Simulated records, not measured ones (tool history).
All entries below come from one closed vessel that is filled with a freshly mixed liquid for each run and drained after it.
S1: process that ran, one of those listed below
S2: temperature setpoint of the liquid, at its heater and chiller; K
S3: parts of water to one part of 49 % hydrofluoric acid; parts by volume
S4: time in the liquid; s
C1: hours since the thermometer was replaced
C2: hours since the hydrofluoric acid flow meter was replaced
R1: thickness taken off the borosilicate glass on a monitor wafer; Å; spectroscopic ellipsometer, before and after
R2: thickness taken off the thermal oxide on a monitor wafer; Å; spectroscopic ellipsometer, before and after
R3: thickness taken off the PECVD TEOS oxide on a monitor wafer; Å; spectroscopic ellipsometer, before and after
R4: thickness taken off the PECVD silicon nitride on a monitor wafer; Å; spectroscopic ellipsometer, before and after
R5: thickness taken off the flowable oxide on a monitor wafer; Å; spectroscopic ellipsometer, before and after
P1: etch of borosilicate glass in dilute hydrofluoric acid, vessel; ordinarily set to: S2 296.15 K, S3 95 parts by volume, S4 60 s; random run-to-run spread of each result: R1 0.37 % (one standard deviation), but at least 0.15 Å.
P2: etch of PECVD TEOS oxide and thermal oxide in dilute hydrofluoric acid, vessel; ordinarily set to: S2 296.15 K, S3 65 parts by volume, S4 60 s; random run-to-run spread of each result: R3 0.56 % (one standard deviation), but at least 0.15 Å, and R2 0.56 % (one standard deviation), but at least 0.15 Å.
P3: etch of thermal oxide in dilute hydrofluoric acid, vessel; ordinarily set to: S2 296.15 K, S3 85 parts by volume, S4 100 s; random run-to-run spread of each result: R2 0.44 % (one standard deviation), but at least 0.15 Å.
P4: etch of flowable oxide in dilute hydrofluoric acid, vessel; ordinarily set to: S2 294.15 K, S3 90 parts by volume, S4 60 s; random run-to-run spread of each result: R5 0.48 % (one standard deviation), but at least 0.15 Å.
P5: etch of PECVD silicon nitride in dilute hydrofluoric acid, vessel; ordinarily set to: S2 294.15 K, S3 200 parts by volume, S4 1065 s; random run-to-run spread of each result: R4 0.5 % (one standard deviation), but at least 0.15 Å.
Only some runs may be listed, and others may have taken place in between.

run,hour,S1,S2,S3,S4,C1,C2,R1,R2,R3,R4,R5
1,7.8,P1,296.15,95,60,1265.2,514.7,164.78,,,,
2,15.6,P3,296.15,135,100,1273,522.5,,30.295,,,
3,24.8,P1,296.15,95,60,1282.2,531.7,164.16,,,,
4,35.1,P2,296.15,65,60,1292.5,542,,42.839,172.76,,
5,45.4,P2,296.15,20,60,1302.8,552.3,,146.64,595.9,,
6,54.1,P3,296.15,85,100,1311.5,561,,50.969,,,
7,63.8,P5,294.15,200,455,1321.2,570.7,,,,32.443,
8,69.6,P1,304.15,140,60,1327,576.5,144.72,,,,
9,79.2,P5,301.15,200,1065,1336.6,586.1,,,,117.59,
10,86.9,P5,294.15,70,1065,1344.3,593.8,,,,210.17,
11,97.1,P3,296.15,85,100,1354.5,604,,50.995,,,
12,101.8,P1,301.65,95,60,1359.2,608.7,205.58,,,,
13,106.5,P1,296.15,95,60,1363.9,613.4,166.14,,,,
14,117.1,P1,296.15,95,85,1374.5,624,234.17,,,,
15,123,P1,290.65,95,60,1380.4,629.9,132.07,,,,
16,131.5,P2,290.15,65,60,1388.9,638.4,,33.099,133.83,,
17,136.4,P3,296.15,85,40,1393.8,643.3,,20.476,,,
18,142.1,P1,296.15,95,60,1399.5,649,166.61,,,,
19,149.3,P1,296.15,150,60,1406.7,656.2,98.301,,,,
20,158.9,P4,294.15,90,110,1416.3,665.8,,,,,422.39
21,166.8,P4,294.15,40,60,1424.2,673.7,,,,,552.75
22,175.2,P1,296.15,95,30,1432.6,682.1,82.628,,,,
23,183.5,P1,296.15,95,60,1440.9,690.4,165.95,,,,
24,192.7,P5,294.15,200,1065,1450.1,699.6,,,,75.723,
25,197.4,P3,303.15,85,100,1454.8,704.3,,67.202,,,
26,206.1,P4,294.15,90,60,1463.5,713,,,,,230.43
27,212.5,P4,290.15,90,60,1469.9,719.4,,,,,196.32
28,222.2,P1,296.15,95,60,1479.6,729.1,165.38,,,,
29,229.3,P1,296.15,50,60,1486.7,736.2,332.03,,,,
30,236.8,P2,296.15,65,30,1494.2,743.7,,21.231,86.598,,
31,244,P1,296.15,95,60,1501.4,750.9,167,,,,
32,252.9,P1,296.15,95,60,1510.3,759.8,172.3,,,,
33,258.4,P1,296.15,95,60,1515.8,765.3,173.43,,,,
34,266,P1,296.15,95,60,1523.4,772.9,176.3,,,,
35,273.1,P1,296.15,95,60,1530.5,780,178.55,,,,
36,282.1,P1,296.15,95,60,1539.5,789,181.07,,,,
37,291,P1,296.15,95,60,1548.4,797.9,180.66,,,,
38,295.7,P1,296.15,95,60,1553.1,802.6,180.93,,,,
39,305.9,P1,296.15,95,60,1563.3,812.8,180,,,,
40,312.8,P1,296.15,95,60,1570.2,819.7,180.68,,,,

P1 has crept away from where it was. The log is fitted equally well by each of these 2 causes, at the sizes shown:
A: hydrofluoric acid flow above the setpoint (%) = 8.38
B: liquid hotter than its thermometer reads (K) = 2.26
Creep in the process output first set in at about hour 244.

Listed below are the offered check runs, one wafer per run, with question marks in place of results. For which of them would the causes give clearly different outcomes?
check 1,319.7,P4,290.15,90,80,,,,,,,?
check 2,319.7,P5,299.65,70,1065,,,,,,?,
check 3,319.7,P3,301.15,85,65,,,,?,,,
check 4,319.7,P2,290.15,65,30,,,,?,?,,

Expected result of each check under each candidate cause:
check,result,if A,if B
check 1,R5,285.71,287.75
check 2,R4,329.59,352.52
check 3,R2,44.065,43.931
check 4,R2,18.038,18.227
check 4,R3,73.094,73.858
Gap, in per cent, between the two causes that each check separates least, read from the result that separates them most: check 1 0.71 %; check 2 6.73 %; check 3 0.3 %; check 4 1.04 %
Only in check 2 would the causes give clearly different results; in the remaining checks their results would be nearly the same.

Check 2 has now been run. It gave: R4 354.83 Å. Which of the candidate causes is it?

The cause is B: liquid hotter than its thermometer reads (K).
